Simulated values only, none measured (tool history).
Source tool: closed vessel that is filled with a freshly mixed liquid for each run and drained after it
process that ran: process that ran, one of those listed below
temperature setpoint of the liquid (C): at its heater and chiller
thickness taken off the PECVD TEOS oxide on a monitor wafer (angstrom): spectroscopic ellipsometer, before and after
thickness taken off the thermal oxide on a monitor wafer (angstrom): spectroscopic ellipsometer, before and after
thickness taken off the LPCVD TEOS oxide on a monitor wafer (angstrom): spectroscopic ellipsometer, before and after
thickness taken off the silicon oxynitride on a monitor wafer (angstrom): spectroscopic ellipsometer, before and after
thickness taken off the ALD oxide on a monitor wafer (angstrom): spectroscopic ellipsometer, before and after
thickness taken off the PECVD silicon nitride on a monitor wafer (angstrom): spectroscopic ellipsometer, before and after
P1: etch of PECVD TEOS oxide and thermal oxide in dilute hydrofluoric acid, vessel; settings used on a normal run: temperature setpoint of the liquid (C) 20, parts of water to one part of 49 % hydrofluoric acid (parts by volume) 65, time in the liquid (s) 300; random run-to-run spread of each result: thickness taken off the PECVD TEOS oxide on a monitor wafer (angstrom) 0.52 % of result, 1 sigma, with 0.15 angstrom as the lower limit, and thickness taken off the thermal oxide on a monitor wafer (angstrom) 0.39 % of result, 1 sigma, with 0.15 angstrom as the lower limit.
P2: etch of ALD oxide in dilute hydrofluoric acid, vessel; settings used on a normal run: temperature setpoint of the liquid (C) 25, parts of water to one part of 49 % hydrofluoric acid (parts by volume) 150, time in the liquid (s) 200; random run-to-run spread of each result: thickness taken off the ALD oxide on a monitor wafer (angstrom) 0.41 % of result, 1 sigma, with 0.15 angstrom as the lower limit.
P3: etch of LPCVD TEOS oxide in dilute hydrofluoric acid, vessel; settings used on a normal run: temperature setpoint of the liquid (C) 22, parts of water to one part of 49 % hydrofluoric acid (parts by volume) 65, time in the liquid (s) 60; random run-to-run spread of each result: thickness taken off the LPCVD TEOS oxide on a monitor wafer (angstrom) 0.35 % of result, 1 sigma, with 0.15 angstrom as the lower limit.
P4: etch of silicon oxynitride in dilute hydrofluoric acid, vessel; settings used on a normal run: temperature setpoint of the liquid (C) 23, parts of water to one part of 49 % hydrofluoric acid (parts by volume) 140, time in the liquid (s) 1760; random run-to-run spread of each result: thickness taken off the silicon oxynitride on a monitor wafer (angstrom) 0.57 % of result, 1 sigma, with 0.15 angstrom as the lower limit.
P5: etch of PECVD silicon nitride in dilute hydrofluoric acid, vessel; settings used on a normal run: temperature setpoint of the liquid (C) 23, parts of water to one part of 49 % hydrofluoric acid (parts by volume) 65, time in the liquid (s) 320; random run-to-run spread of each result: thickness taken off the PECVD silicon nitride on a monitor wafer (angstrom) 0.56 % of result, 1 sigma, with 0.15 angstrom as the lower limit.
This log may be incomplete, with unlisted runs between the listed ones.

| run | hour | process that ran | temperature setpoint of the liquid (C) | parts of water to one part of 49 % hydrofluoric acid (parts by volume) | time in the liquid (s) | hours since the thermometer was replaced | hours since the hydrofluoric acid flow meter was replaced | thickness taken off the PECVD TEOS oxide on a monitor wafer (angstrom) | thickness taken off the thermal oxide on a monitor wafer (angstrom) | thickness taken off the LPCVD TEOS oxide on a monitor wafer (angstrom) | thickness taken off the silicon oxynitride on a monitor wafer (angstrom) | thickness taken off the ALD oxide on a monitor wafer (angstrom) | thickness taken off the PECVD silicon nitride on a monitor wafer (angstrom) |
|---|---|---|---|---|---|---|---|---|---|---|---|---|---|
| 1 | 12.7 | P1 | 20 | 65 | 300 | 586.9 | 890.4 | 344.88 | 188.490 |  |  |  |  |
| 2 | 28.3 | P3 | 22 | 65 | 60 | 602.5 | 906.0 |  |  | 486.21 |  |  |  |
| 3 | 41.5 | P1 | 20 | 65 | 500 | 615.7 | 919.2 | 578.13 | 316.650 |  |  |  |  |
| 4 | 52.0 | P4 | 23 | 75 | 1760 | 626.2 | 929.7 |  |  |  | 333.4400 |  |  |
| 5 | 62.1 | P2 | 25 | 270 | 200 | 636.3 | 939.8 |  |  |  |  | 100.28 |  |
| 6 | 73.0 | P1 | 17 | 45 | 300 | 647.2 | 950.7 | 449.76 | 244.900 |  |  |  |  |
| 7 | 85.7 | P1 | 20 | 90 | 300 | 659.9 | 963.4 | 242.39 | 131.500 |  |  |  |  |
| 8 | 95.3 | P1 | 20 | 25 | 300 | 669.5 | 973.0 | 945.08 | 517.020 |  |  |  |  |
| 9 | 105.5 | P5 | 23 | 65 | 320 | 679.7 | 983.2 |  |  |  |  |  | 107.120 |
| 10 | 114.8 | P1 | 17 | 65 | 300 | 689.0 | 992.5 | 302.44 | 167.080 |  |  |  |  |
| 11 | 124.1 | P1 | 17 | 65 | 445 | 698.3 | 1001.8 | 452.78 | 246.720 |  |  |  |  |
| 12 | 135.8 | P2 | 17 | 150 | 200 | 710.0 | 1013.5 |  |  |  |  | 148.55 |  |
| 13 | 150.8 | P1 | 20 | 65 | 300 | 725.0 | 1028.5 | 345.02 | 188.070 |  |  |  |  |
| 14 | 158.7 | P3 | 22 | 95 | 60 | 732.9 | 1036.4 |  |  | 322.09 |  |  |  |
| 15 | 173.9 | P4 | 23 | 140 | 1760 | 748.1 | 1051.6 |  |  |  | 168.7100 |  |  |
| 16 | 186.5 | P5 | 23 | 65 | 80 | 760.7 | 1064.2 |  |  |  |  |  | 27.004 |
| 17 | 199.7 | P4 | 23 | 140 | 100 | 773.9 | 1077.4 |  |  |  | 9.6881 |  |  |
| 18 | 209.1 | P1 | 20 | 65 | 300 | 783.3 | 1086.8 | 345.87 | 189.520 |  |  |  |  |
| 19 | 222.1 | P2 | 25 | 150 | 200 | 796.3 | 1099.8 |  |  |  |  | 202.43 |  |
| 20 | 236.3 | P2 | 25 | 150 | 340 | 810.5 | 1114.0 |  |  |  |  | 345.05 |  |
| 21 | 246.3 | P5 | 23 | 20 | 320 | 820.5 | 1124.0 |  |  |  |  |  | 334.000 |
| 22 | 254.0 | P5 | 30 | 65 | 320 | 828.2 | 1131.7 |  |  |  |  |  | 169.800 |
| 23 | 263.8 | P5 | 23 | 65 | 320 | 838.0 | 1141.5 |  |  |  |  |  | 106.500 |
| 24 | 275.6 | P1 | 20 | 65 | 300 | 849.8 | 1153.3 | 345.24 | 187.930 |  |  |  |  |
| 25 | 284.7 | P4 | 23 | 140 | 1760 | 858.9 | 1162.4 |  |  |  | 168.4300 |  |  |
| 26 | 297.5 | P4 | 30 | 140 | 1760 | 871.7 | 1175.2 |  |  |  | 230.9300 |  |  |
| 27 | 306.8 | P3 | 17 | 65 | 60 | 881.0 | 1184.5 |  |  | 395.32 |  |  |  |
| 28 | 318.3 | P1 | 20 | 65 | 300 | 892.5 | 1196.0 | 343.46 | 188.150 |  |  |  |  |
| 29 | 329.7 | P1 | 20 | 65 | 120 | 903.9 | 1207.4 | 138.12 | 75.801 |  |  |  |  |
| 30 | 344.7 | P3 | 22 | 65 | 30 | 918.9 | 1222.4 |  |  | 242.33 |  |  |  |
| 31 | 357.0 | P1 | 26 | 65 | 300 | 931.2 | 1234.7 | 439.85 | 239.270 |  |  |  |  |
| 32 | 365.4 | P1 | 20 | 65 | 300 | 939.6 | 1243.1 | 343.64 | 190.110 |  |  |  |  |
| 33 | 378.0 | P1 | 20 | 65 | 300 | 952.2 | 1255.7 | 331.36 | 182.960 |  |  |  |  |
| 34 | 386.4 | P1 | 20 | 65 | 300 | 960.6 | 1264.1 | 326.17 | 178.770 |  |  |  |  |
| 35 | 395.9 | P1 | 20 | 65 | 300 | 970.1 | 1273.6 | 322.12 | 177.340 |  |  |  |  |
| 36 | 404.2 | P1 | 20 | 65 | 300 | 978.4 | 1281.9 | 319.56 | 176.590 |  |  |  |  |
| 37 | 420.2 | P1 | 20 | 65 | 300 | 994.4 | 1297.9 | 319.17 | 174.460 |  |  |  |  |
| 38 | 431.3 | P1 | 20 | 65 | 300 | 1005.5 | 1309.0 | 313.88 | 173.320 |  |  |  |  |
| 39 | 442.3 | P1 | 20 | 65 | 300 | 1016.5 | 1320.0 | 317.97 | 172.060 |  |  |  |  |
| 40 | 454.7 | P1 | 20 | 65 | 300 | 1028.9 | 1332.4 | 314.25 | 173.330 |  |  |  |  |
| 41 | 464.5 | P1 | 20 | 65 | 300 | 1038.7 | 1342.2 | 313.83 | 172.350 |  |  |  |  |
| 42 | 475.4 | P1 | 20 | 65 | 300 | 1049.6 | 1353.1 | 312.41 | 173.040 |  |  |  |  |

Something has made what P1 gives creep away from where it was; the 2 causes below, each at its own stated size, fit the log equally well:
A: liquid colder than its thermometer reads (K) = 2.23
B: hydrofluoric acid flow below the setpoint (%) = 8.38
The creep began at about hour 365.4.

Of the 4 check runs listed below, each run on one wafer and each result written as a question mark, which would let you distinguish the listed causes because they would give clearly different results?
| check 1 | 486.3 | P4 | 30.0 | 140 | 1760 |  |  |  |  |  | ? |  |  |
| check 2 | 486.3 | P5 | 28.0 | 20 | 320 |  |  |  |  |  |  |  | ? |
| check 3 | 486.3 | P3 | 17.5 | 65 | 60 |  |  |  |  | ? |  |  |  |
| check 4 | 486.3 | P2 | 18.0 | 150 | 200 |  |  |  |  |  |  | ? |  |

Expected result of each check under each candidate cause:
| check | result | if A | if B |
|---|---|---|---|
| check 1 | thickness taken off the silicon oxynitride on a monitor wafer (angstrom) | 209.7600 | 209.4100 |
| check 2 | thickness taken off the PECVD silicon nitride on a monitor wafer (angstrom) | 404.470 | 432.050 |
| check 3 | thickness taken off the LPCVD TEOS oxide on a monitor wafer (angstrom) | 366.30 | 367.18 |
| check 4 | thickness taken off the ALD oxide on a monitor wafer (angstrom) | 141.33 | 139.99 |
Distance between the nearest two causes, measured in the result of the check that separates them most: check 1 0.17 %; check 2 6.6 %; check 3 0.24 %; check 4 0.95 %
Only in check 2 would the causes give clearly different results; in the remaining checks their results would be nearly the same.

Check 2 was then run and gave: thickness taken off the PECVD silicon nitride on a monitor wafer (angstrom) 399.960. Which cause is it?

A is the cause: liquid colder than its thermometer reads (K).

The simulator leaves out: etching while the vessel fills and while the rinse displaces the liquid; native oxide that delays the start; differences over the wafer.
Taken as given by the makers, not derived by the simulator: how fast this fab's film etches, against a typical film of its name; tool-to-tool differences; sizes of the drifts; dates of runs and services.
